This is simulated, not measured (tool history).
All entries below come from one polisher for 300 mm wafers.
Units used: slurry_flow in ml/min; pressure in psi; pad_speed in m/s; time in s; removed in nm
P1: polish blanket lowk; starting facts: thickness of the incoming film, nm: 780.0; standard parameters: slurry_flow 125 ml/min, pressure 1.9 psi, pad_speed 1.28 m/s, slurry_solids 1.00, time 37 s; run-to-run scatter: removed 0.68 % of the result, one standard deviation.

run,hour,slurry_flow,pressure,pad_speed,slurry_solids,time,wafers polished on this pad,hours since the slurry nozzle was cleaned,hours since the head pressure was calibrated,hours since the slurry blender was calibrated,hours since the conditioning disc was replaced,removed
1,6.3,125,1.9,1.28,1.00,37,670,99.0,859.2,88.5,358.3,18.7220
2,11.9,125,1.9,0.58,1.00,37,734,104.6,864.8,94.1,363.9,9.9903
3,20.0,125,1.9,1.28,1.00,37,827,112.7,872.9,102.2,372.0,18.6800
4,26.4,125,1.9,1.28,1.35,37,900,119.1,879.3,108.6,378.4,21.1670
5,31.7,125,1.9,1.28,1.00,37,960,124.4,884.6,113.9,383.7,18.8250
6,38.6,175,1.1,1.28,1.00,37,1039,131.3,891.5,120.8,390.6,11.5540
7,43.2,125,1.4,1.28,0.60,37,1092,135.9,896.1,125.4,395.2,10.4890
8,49.6,75,1.9,1.28,1.00,37,1165,142.3,902.5,131.8,401.6,16.2510
9,56.8,125,1.9,1.28,1.00,37,1247,149.5,909.7,139.0,408.8,18.8430
# hour 60.4: slurry nozzle cleaned
10,61.3,125,1.9,1.28,0.75,37,1299,0.9,914.2,143.5,413.3,16.2750
11,65.4,175,1.9,1.28,1.00,37,1345,5.0,918.3,147.6,417.4,19.9500
12,70.4,125,1.9,1.90,1.00,37,1403,10.0,923.3,152.6,422.4,25.5950
13,77.6,125,1.9,1.28,1.00,37,1485,17.2,930.5,159.8,429.6,18.7740
14,83.4,125,2.8,1.28,1.00,37,1551,23.0,936.3,165.6,435.4,27.4790
15,89.4,125,1.9,1.28,1.00,59,1620,29.0,942.3,171.6,441.4,29.6690
16,94.5,125,1.9,1.28,1.00,26,1678,34.1,947.4,176.7,446.5,13.2450
17,99.6,125,0.9,1.28,1.00,37,1736,39.2,952.5,181.8,451.6,8.7133
18,107.5,125,1.9,1.28,1.00,37,1826,47.1,960.4,189.7,459.5,18.6680
19,112.8,125,1.9,1.28,1.00,37,1887,52.4,965.7,195.0,464.8,17.6410
20,117.9,125,1.9,1.28,1.00,37,1945,57.5,970.8,200.1,469.9,17.3690
21,124.4,125,1.9,1.28,1.00,37,2019,64.0,977.3,206.6,476.4,16.9240
# hour 127.2: conditioning disc replaced and pad reconditioned
# hour 128.2: head pressure recalibrated
22,132.2,125,1.9,1.28,1.00,37,2108,71.8,4.0,214.4,5.0,17.0350
# hour 132.8: slurry blender recalibrated
23,137.9,125,1.9,1.28,1.00,37,2174,77.5,9.7,5.2,10.7,16.7460
24,144.4,125,1.9,1.28,1.00,37,2248,84.0,16.2,11.7,17.2,16.5900

Compared with where it was, what P1 gives has crept away. Each cause listed below fits the log as well as the rest, at the size given for it:
A: removal rate lost through wear of the pad, % = 11.1
B: slurry flow missing at the pad, % = 37.1
The gradual shift began around hour 107.5.
Other possible causes, and why each is ruled out:
head's pressure below its setpoint, %: serviced at hour 128.2, after the drift had started, without restoring the earlier output
abrasive missing from the slurry, %: serviced at hour 132.8, after the drift had started, without restoring the earlier output
time polished since the conditioner stopped cutting, s: serviced at hour 127.2, after the drift had started, without restoring the earlier output

The 4 check runs listed below each average the results of 2 wafers, and their outcomes are marked with question marks. Under which run would the listed causes produce clearly different results?
check 1,150.9,125,1.9,0.60,1.00,28,,,,,,?
check 2,150.9,85,1.9,0.84,1.00,37,,,,,,?
check 3,150.9,125,0.9,0.88,1.00,37,,,,,,?
check 4,150.9,125,2.8,1.28,1.00,37,,,,,,?

What every check run would give for each of its results, assuming each possible cause in turn:
check,result,if A,if B
check 1,removed,6.8728,6.8754
check 2,removed,10.8200,10.3430
check 3,removed,5.8443,5.8465
check 4,removed,24.5380,24.5470
Smallest distance between any two causes, each pair judged by its most separating result, in per cent: check 1 0.04 %; check 2 4.51 %; check 3 0.04 %; check 4 0.04 %
Check 2 distinguishes between the causes, while the remaining checks would return nearly the same result for all of them.

Here is what check 2 returned: removed 10.8590 nm. Which cause is it?

The correct cause is A, namely: removal rate lost through wear of the pad, %.
